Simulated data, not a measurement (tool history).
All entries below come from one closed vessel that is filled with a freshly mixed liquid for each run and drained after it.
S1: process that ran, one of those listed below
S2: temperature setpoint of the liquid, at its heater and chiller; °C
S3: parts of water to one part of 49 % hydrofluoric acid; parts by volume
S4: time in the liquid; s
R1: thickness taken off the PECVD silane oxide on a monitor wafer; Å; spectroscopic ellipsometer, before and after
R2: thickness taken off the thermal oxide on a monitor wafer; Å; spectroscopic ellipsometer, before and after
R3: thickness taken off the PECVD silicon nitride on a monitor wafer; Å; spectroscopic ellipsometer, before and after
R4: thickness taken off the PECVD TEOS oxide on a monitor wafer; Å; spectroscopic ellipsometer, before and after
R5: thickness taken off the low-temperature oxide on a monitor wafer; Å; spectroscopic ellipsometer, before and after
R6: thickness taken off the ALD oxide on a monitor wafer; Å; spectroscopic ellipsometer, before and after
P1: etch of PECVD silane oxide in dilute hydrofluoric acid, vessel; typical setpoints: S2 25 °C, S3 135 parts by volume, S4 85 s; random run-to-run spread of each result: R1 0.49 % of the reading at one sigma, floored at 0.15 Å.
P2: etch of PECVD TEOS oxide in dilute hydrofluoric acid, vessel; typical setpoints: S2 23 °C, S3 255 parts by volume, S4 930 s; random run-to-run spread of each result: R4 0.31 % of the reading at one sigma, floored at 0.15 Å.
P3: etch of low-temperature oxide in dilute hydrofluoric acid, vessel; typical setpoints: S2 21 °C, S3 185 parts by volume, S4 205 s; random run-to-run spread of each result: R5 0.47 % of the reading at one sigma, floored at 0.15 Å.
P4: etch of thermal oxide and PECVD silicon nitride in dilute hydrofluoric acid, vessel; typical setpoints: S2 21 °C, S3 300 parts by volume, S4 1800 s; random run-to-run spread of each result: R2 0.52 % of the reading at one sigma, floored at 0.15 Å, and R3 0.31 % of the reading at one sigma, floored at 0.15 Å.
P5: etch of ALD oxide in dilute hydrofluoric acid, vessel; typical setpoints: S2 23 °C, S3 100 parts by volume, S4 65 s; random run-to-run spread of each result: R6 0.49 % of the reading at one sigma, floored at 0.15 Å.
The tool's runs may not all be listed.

Run 1, day 0.4: S1 P1, S2 25 °C, S3 135 parts by volume, S4 85 s. Result: R1 309.53 Å.
Run 2, day 0.675: S1 P1, S2 25 °C, S3 75 parts by volume, S4 85 s. Result: R1 604 Å.
Run 3, day 1.067: S1 P4, S2 21 °C, S3 90 parts by volume, S4 1800 s. Result: R2 805.54 Å, R3 743.22 Å.
Run 4, day 1.392: S1 P2, S2 28 °C, S3 255 parts by volume, S4 930 s. Result: R4 687.47 Å.
Run 5, day 1.596: S1 P4, S2 21 °C, S3 300 parts by volume, S4 2605 s. Result: R2 282.08 Å, R3 330.59 Å.
Run 6, day 1.85: S1 P4, S2 21 °C, S3 300 parts by volume, S4 1800 s. Result: R2 192.94 Å, R3 229.75 Å.
Run 7, day 2.088: S1 P1, S2 25 °C, S3 135 parts by volume, S4 125 s. Result: R1 456.19 Å.
Run 8, day 2.45: S1 P3, S2 26.5 °C, S3 185 parts by volume, S4 205 s. Result: R5 312.68 Å.
Run 9, day 2.792: S1 P1, S2 20 °C, S3 135 parts by volume, S4 50 s. Result: R1 149.33 Å.
Run 10, day 3.042: S1 P1, S2 25 °C, S3 135 parts by volume, S4 85 s. Result: R1 311.61 Å.
Run 11, day 3.279: S1 P3, S2 21 °C, S3 285 parts by volume, S4 205 s. Result: R5 150.13 Å.
Run 12, day 3.617: S1 P1, S2 25 °C, S3 135 parts by volume, S4 85 s. Result: R1 312.44 Å.
Run 13, day 3.867: S1 P5, S2 31 °C, S3 100 parts by volume, S4 65 s. Result: R6 84.611 Å.
Run 14, day 4.112: S1 P3, S2 21 °C, S3 185 parts by volume, S4 205 s. Result: R5 257.83 Å.
Run 15, day 4.379: S1 P1, S2 25 °C, S3 135 parts by volume, S4 85 s. Result: R1 311.08 Å.
Run 16, day 4.675: S1 P2, S2 23 °C, S3 255 parts by volume, S4 1535 s. Result: R4 943.75 Å.
Run 17, day 4.933: S1 P2, S2 23 °C, S3 375 parts by volume, S4 930 s. Result: R4 348.97 Å.
Run 18, day 5.292: S1 P1, S2 25 °C, S3 135 parts by volume, S4 85 s. Result: R1 311.02 Å.
Run 19, day 5.683: S1 P5, S2 23 °C, S3 100 parts by volume, S4 30 s. Result: R6 28.759 Å.
Run 20, day 6.033: S1 P5, S2 23 °C, S3 100 parts by volume, S4 65 s. Result: R6 61.362 Å.
Run 21, day 6.462: S1 P1, S2 25 °C, S3 135 parts by volume, S4 85 s. Result: R1 310.49 Å.
Run 22, day 6.879: S1 P1, S2 25 °C, S3 220 parts by volume, S4 85 s. Result: R1 172.37 Å.
Run 23, day 7.117: S1 P3, S2 21 °C, S3 185 parts by volume, S4 30 s. Result: R5 37.347 Å.
Run 24, day 7.342: S1 P5, S2 23 °C, S3 160 parts by volume, S4 65 s. Result: R6 35.666 Å.
Run 25, day 7.638: S1 P4, S2 17 °C, S3 300 parts by volume, S4 1800 s. Result: R2 168.05 Å, R3 177.61 Å.
Run 26, day 7.846: S1 P2, S2 23 °C, S3 255 parts by volume, S4 930 s. Result: R4 572.19 Å.
Run 27, day 8.246: S1 P1, S2 21 °C, S3 135 parts by volume, S4 85 s. Result: R1 264.85 Å.
Run 28, day 8.617: S1 P1, S2 29.5 °C, S3 240 parts by volume, S4 85 s. Result: R1 181.36 Å.
Run 29, day 8.871: S1 P1, S2 25 °C, S3 135 parts by volume, S4 40 s. Result: R1 145.28 Å.
Run 30, day 9.092: S1 P1, S2 33 °C, S3 135 parts by volume, S4 85 s. Result: R1 418.16 Å.
Run 31, day 9.429: S1 P1, S2 25 °C, S3 135 parts by volume, S4 85 s. Result: R1 310.92 Å.
Run 32, day 9.762: S1 P1, S2 25 °C, S3 135 parts by volume, S4 85 s. Result: R1 305.53 Å.
Run 33, day 10.117: S1 P1, S2 25 °C, S3 135 parts by volume, S4 85 s. Result: R1 303.02 Å.
Run 34, day 10.529: S1 P1, S2 25 °C, S3 135 parts by volume, S4 85 s. Result: R1 296.55 Å.
Run 35, day 10.896: S1 P1, S2 25 °C, S3 135 parts by volume, S4 85 s. Result: R1 297.82 Å.
Run 36, day 11.154: S1 P1, S2 25 °C, S3 135 parts by volume, S4 85 s. Result: R1 293.11 Å.
Run 37, day 11.567: S1 P1, S2 25 °C, S3 135 parts by volume, S4 85 s. Result: R1 295.25 Å.
Run 38, day 11.85: S1 P1, S2 25 °C, S3 135 parts by volume, S4 85 s. Result: R1 292.82 Å.
Run 39, day 12.296: S1 P1, S2 25 °C, S3 135 parts by volume, S4 85 s. Result: R1 294.1 Å.
Run 40, day 12.542: S1 P1, S2 25 °C, S3 135 parts by volume, S4 85 s. Result: R1 294.06 Å.
Run 41, day 12.875: S1 P1, S2 25 °C, S3 135 parts by volume, S4 85 s. Result: R1 294.39 Å.

What P1 gives has crept away from where it was. These 2 causes fit the log equally well, each at the size given:
A: liquid colder than its thermometer reads (K) = 1.51
B: hydrofluoric acid flow below the setpoint (%) = 4.85
Onset of the creep was near day 9.429.

4 check runs are offered, one wafer each, their results left as question marks. Which one tells the causes apart?
Run check 1, day 13.208: S1 P4, S2 21 °C, S3 300 parts by volume, S4 1800 s. Result: R2 ?, R3 ?.
Run check 2, day 13.208: S1 P5, S2 23 °C, S3 100 parts by volume, S4 65 s. Result: R6 ?.
Run check 3, day 13.208: S1 P3, S2 21 °C, S3 185 parts by volume, S4 205 s. Result: R5 ?.
Run check 4, day 13.208: S1 P2, S2 23 °C, S3 255 parts by volume, S4 930 s. Result: R4 ?.

What every check run would give for each of its results, assuming each possible cause in turn:
  check  result    if A    if B
check 1      R2  183.97  182.39
check 1      R3  208.64  218.76
check 2      R6  58.271   58.56
check 3      R5  241.24  241.09
check 4      R4  543.79  539.71
Distance between the nearest two causes, measured in the result of the check that separates them most: check 1 4.73 %; check 2 0.49 %; check 3 0.06 %; check 4 0.75 %
Check 1 distinguishes between the causes, while the remaining checks would return nearly the same result for all of them.

The results of check 1 are: R2 183.44 Å; R3 219.98 Å. Based on these, which of the listed causes is it?

Of the candidate causes, it is B: hydrofluoric acid flow below the setpoint (%).
